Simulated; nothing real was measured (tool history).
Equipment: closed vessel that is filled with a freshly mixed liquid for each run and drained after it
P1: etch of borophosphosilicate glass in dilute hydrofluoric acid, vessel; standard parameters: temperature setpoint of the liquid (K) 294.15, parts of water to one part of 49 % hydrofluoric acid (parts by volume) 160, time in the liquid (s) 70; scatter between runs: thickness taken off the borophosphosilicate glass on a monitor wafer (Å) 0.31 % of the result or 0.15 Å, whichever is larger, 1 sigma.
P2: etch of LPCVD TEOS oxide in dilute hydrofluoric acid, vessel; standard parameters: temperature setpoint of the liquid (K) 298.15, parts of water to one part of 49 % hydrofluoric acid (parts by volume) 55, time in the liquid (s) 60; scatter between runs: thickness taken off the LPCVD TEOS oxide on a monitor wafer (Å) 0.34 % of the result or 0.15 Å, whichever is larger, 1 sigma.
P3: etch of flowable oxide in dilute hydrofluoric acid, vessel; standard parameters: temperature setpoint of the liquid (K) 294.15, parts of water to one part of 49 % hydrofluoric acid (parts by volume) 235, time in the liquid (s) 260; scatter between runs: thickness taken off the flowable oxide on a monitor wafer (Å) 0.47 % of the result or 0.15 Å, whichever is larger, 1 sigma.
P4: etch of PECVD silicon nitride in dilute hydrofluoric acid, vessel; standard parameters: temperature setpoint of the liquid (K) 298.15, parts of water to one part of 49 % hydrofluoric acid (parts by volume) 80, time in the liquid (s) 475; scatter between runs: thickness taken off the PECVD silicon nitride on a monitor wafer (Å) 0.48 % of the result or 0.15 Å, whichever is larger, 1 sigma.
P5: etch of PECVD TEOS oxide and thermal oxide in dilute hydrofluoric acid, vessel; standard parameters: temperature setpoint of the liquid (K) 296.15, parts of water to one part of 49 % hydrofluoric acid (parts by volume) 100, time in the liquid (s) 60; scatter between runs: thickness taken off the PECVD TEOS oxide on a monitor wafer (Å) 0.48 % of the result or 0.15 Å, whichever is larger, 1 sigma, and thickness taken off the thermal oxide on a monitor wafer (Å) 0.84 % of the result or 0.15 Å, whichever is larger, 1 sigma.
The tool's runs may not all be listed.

run	hour	process that ran	temperature setpoint of the liquid (K)	parts of water to one part of 49 % hydrofluoric acid (parts by volume)	time in the liquid (s)	hours since the thermometer was replaced	hours since the hydrofluoric acid flow meter was replaced	thickness taken off the borophosphosilicate glass on a monitor wafer (Å)	thickness taken off the PECVD silicon nitride on a monitor wafer (Å)	thickness taken off the PECVD TEOS oxide on a monitor wafer (Å)	thickness taken off the thermal oxide on a monitor wafer (Å)	thickness taken off the LPCVD TEOS oxide on a monitor wafer (Å)	thickness taken off the flowable oxide on a monitor wafer (Å)
1	5.7	P1	294.15	160	70	318.1	384.9	186.6					
2	11.3	P1	294.15	230	70	323.7	390.5	120.89					
3	14	P1	294.15	160	70	326.4	393.2	186.83					
4	17.1	P1	298.65	90	70	329.5	396.3	431.81					
5	20.6	P1	290.15	160	70	333	399.8	159.11					
6	23.8	P4	298.15	80	475	336.2	403		366.1				
7	26.8	P5	296.15	35	60	339.2	406			515.37	80.596		
8	32.2	P1	294.15	160	70	344.6	411.4	186.25					
9	37.7	P2	298.15	105	60	350.1	416.9					110.77	
10	40.9	P5	296.15	100	110	353.3	420.1			303.53	47.966		
11	45.1	P2	298.15	55	60	357.5	424.3					225.68	
12	47.9	P4	298.15	80	930	360.3	427.1		716.79				
13	52.4	P3	294.15	65	260	364.8	431.6						1152.6
14	55.3	P1	294.15	160	30	367.7	434.5	80.168					
15	59	P1	294.15	160	70	371.4	438.2	186.97					
16	64.1	P3	290.15	235	260	376.5	443.3						228.76
17	69.9	P5	296.15	100	60	382.3	449.1			165.3	26.475		
18	74.5	P1	294.15	160	70	386.9	453.7	186.72					
19	78.9	P3	294.15	235	30	391.3	458.1						30.505
20	82.4	P2	298.15	55	105	394.8	461.6					393.17	
21	84.9	P3	294.15	235	260	397.3	464.1						266.62
22	88.4	P1	290.15	160	135	400.8	467.6	307.12					
23	92.8	P2	298.15	55	60	405.2	472					225.13	
24	96.7	P1	294.15	160	135	409.1	475.9	360.8					
25	101.4	P4	303.15	80	475	413.8	480.6		503.42				
26	106.1	P5	302.65	100	60	418.5	485.3			213.45	33.827		
27	108.8	P1	300.15	160	70	421.2	488	235.54					

For run 28, what comes out?
28	111.2	P4	298.15	80	475	423.6	490.4		?				

Run 28 yielded thickness taken off the PECVD silicon nitride on a monitor wafer (Å) 364.18.
